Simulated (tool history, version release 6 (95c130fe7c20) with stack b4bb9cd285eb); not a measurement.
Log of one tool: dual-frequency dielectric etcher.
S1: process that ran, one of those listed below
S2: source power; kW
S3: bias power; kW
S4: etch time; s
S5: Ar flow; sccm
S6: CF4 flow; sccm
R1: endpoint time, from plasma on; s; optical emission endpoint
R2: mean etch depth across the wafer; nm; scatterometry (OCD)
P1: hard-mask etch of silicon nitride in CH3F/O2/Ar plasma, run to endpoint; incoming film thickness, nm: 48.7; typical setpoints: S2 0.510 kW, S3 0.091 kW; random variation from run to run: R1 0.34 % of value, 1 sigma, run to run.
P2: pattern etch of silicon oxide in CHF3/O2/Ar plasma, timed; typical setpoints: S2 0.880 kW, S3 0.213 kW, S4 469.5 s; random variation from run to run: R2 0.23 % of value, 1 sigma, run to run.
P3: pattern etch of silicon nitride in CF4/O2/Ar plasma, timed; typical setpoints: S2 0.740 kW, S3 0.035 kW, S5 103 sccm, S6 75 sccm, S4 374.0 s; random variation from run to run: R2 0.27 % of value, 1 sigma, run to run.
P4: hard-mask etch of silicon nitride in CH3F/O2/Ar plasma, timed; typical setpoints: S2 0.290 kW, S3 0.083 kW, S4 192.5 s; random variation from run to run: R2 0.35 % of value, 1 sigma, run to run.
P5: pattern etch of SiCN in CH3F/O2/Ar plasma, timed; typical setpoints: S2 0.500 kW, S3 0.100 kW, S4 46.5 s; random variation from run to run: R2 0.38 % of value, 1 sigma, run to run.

Run 1, hour 5.9: S1 P1, S2 0.510 kW, S3 0.091 kW. Result: R1 59.003 s.
Run 2, hour 12.5: S1 P4, S2 0.290 kW, S3 0.056 kW, S4 192.5 s. Result: R2 109.270 nm.
Run 3, hour 20.6: S1 P1, S2 0.510 kW, S3 0.091 kW. Result: R1 58.824 s.
Run 4, hour 27.5: S1 P5, S2 0.500 kW, S3 0.100 kW, S4 59.0 s. Result: R2 27.180 nm.
Run 5, hour 32.3: S1 P5, S2 0.500 kW, S3 0.100 kW, S4 46.5 s. Result: R2 21.308 nm.
Run 6, hour 40.6: S1 P4, S2 0.290 kW, S3 0.083 kW, S4 192.5 s. Result: R2 124.840 nm.
Run 7, hour 47.5: S1 P3, S2 0.740 kW, S3 0.046 kW, S4 374.0 s, S5 103 sccm, S6 75 sccm. Result: R2 929.220 nm.
Run 8, hour 52.6: S1 P4, S2 0.410 kW, S3 0.083 kW, S4 192.5 s. Result: R2 142.570 nm.
Run 9, hour 60.5: S1 P3, S2 0.740 kW, S3 0.035 kW, S4 374.0 s, S5 103 sccm, S6 75 sccm. Result: R2 839.400 nm.
Run 10, hour 64.5: S1 P1, S2 0.510 kW, S3 0.091 kW. Result: R1 59.210 s.
Run 11, hour 72.9: S1 P5, S2 0.500 kW, S3 0.100 kW, S4 46.5 s. Result: R2 21.456 nm.
Run 12, hour 81.7: S1 P1, S2 0.510 kW, S3 0.091 kW. Result: R1 59.129 s.
Run 13, hour 89.8: S1 P1, S2 0.350 kW, S3 0.091 kW. Result: R1 68.114 s.
Run 14, hour 97.1: S1 P3, S2 0.740 kW, S3 0.035 kW, S4 374.0 s, S5 103 sccm, S6 95 sccm. Result: R2 878.290 nm.
Run 15, hour 105.7: S1 P5, S2 0.390 kW, S3 0.100 kW, S4 46.5 s. Result: R2 19.408 nm.
Run 16, hour 110.8: S1 P1, S2 0.510 kW, S3 0.091 kW. Result: R1 58.747 s.
Run 17, hour 119.5: S1 P1, S2 0.640 kW, S3 0.091 kW. Result: R1 53.894 s.
Run 18, hour 125.9: S1 P1, S2 0.510 kW, S3 0.115 kW. Result: R1 54.301 s.
Run 19, hour 131.1: S1 P2, S2 0.880 kW, S3 0.139 kW, S4 469.5 s. Result: R2 988.820 nm.
Run 20, hour 138.6: S1 P2, S2 0.880 kW, S3 0.213 kW, S4 469.5 s. Result: R2 1136.400 nm.
Run 21, hour 143.1: S1 P1, S2 0.510 kW, S3 0.091 kW. Result: R1 58.917 s.
Run 22, hour 149.8: S1 P1, S2 0.320 kW, S3 0.074 kW. Result: R1 75.623 s.
Run 23, hour 155.4: S1 P3, S2 0.740 kW, S3 0.035 kW, S4 374.0 s, S5 62 sccm, S6 75 sccm. Result: R2 911.960 nm.
Run 24, hour 161.6: S1 P2, S2 1.150 kW, S3 0.213 kW, S4 469.5 s. Result: R2 1255.600 nm.
Run 25, hour 170.0: S1 P2, S2 0.880 kW, S3 0.213 kW, S4 346.0 s. Result: R2 835.710 nm.
Run 26, hour 175.8: S1 P3, S2 0.740 kW, S3 0.035 kW, S4 273.0 s, S5 103 sccm, S6 75 sccm. Result: R2 615.530 nm.
Run 27, hour 182.7: S1 P3, S2 0.930 kW, S3 0.035 kW, S4 374.0 s, S5 103 sccm, S6 75 sccm. Result: R2 1034.600 nm.
Run 28, hour 191.9: S1 P1, S2 0.510 kW, S3 0.091 kW. Result: R1 58.899 s.
Run 29, hour 198.4: S1 P1, S2 0.510 kW, S3 0.067 kW. Result: R1 65.261 s.
Run 30, hour 202.8: S1 P4, S2 0.290 kW, S3 0.083 kW, S4 106.0 s. Result: R2 69.101 nm.
Run 31, hour 208.8: S1 P5, S2 0.500 kW, S3 0.134 kW, S4 46.5 s. Result: R2 23.847 nm.
Run 32, hour 217.0: S1 P1, S2 0.510 kW, S3 0.091 kW. Result: R1 58.900 s.
Run 33, hour 223.3: S1 P1, S2 0.510 kW, S3 0.091 kW. Result: R1 59.488 s.
Run 34, hour 227.9: S1 P1, S2 0.510 kW, S3 0.091 kW. Result: R1 59.759 s.
Run 35, hour 237.1: S1 P1, S2 0.510 kW, S3 0.091 kW. Result: R1 59.679 s.
Run 36, hour 242.0: S1 P1, S2 0.510 kW, S3 0.091 kW. Result: R1 59.990 s.
Run 37, hour 246.1: S1 P1, S2 0.510 kW, S3 0.091 kW. Result: R1 59.853 s.
At hour 251.2: wet clean of the chamber.
Run 38, hour 251.4: S1 P1, S2 0.510 kW, S3 0.091 kW. Result: R1 59.831 s.
Run 39, hour 257.3: S1 P1, S2 0.510 kW, S3 0.091 kW. Result: R1 59.852 s.
Run 40, hour 263.1: S1 P1, S2 0.510 kW, S3 0.091 kW. Result: R1 60.194 s.

P1 no longer gives what it gave before; its output has crept away from where it was. The following 2 causes, each at its listed size, fit the log equally well:
A: source power that arrives under what is set, % = 4.43
B: bias power that arrives under what is set, % = 4.72
The gradual shift began around hour 217.0.
Other possible causes, and why each is ruled out:
chamber walls in a state that lowers the etch rate, %: its service at hour 251.2 followed the start of the drift and did not put the process back to its old value

Consider the 4 single-wafer check runs listed below, results given as question marks: which one distinguishes between the causes by giving clearly different results for each?
Run check 1, hour 268.9: S1 P2, S2 1.060 kW, S3 0.213 kW, S4 356.5 s. Result: R2 ?.
Run check 2, hour 268.9: S1 P3, S2 0.740 kW, S3 0.035 kW, S4 304.0 s, S5 67 sccm, S6 75 sccm. Result: R2 ?.
Run check 3, hour 268.9: S1 P4, S2 0.290 kW, S3 0.067 kW, S4 134.5 s. Result: R2 ?.
Run check 4, hour 268.9: S1 P5, S2 0.430 kW, S3 0.100 kW, S4 46.5 s. Result: R2 ?.

How each check would come out, cause by cause:
  check  result     if A     if B
check 1      R2  908.760  909.920
check 2      R2  704.040  721.490
check 3      R2   79.767   79.804
check 4      R2   19.899   19.872
Per-check spread between the two closest causes, in the result where they differ most: check 1 0.13 %; check 2 2.45 %; check 3 0.05 %; check 4 0.13 %
Only check 2 tells the causes apart: in the others they would give nearly the same result.

Check 2 has now been run. It gave: R2 704.960 nm. Which of the candidate causes is it?

It was cause A: source power that arrives under what is set, %.
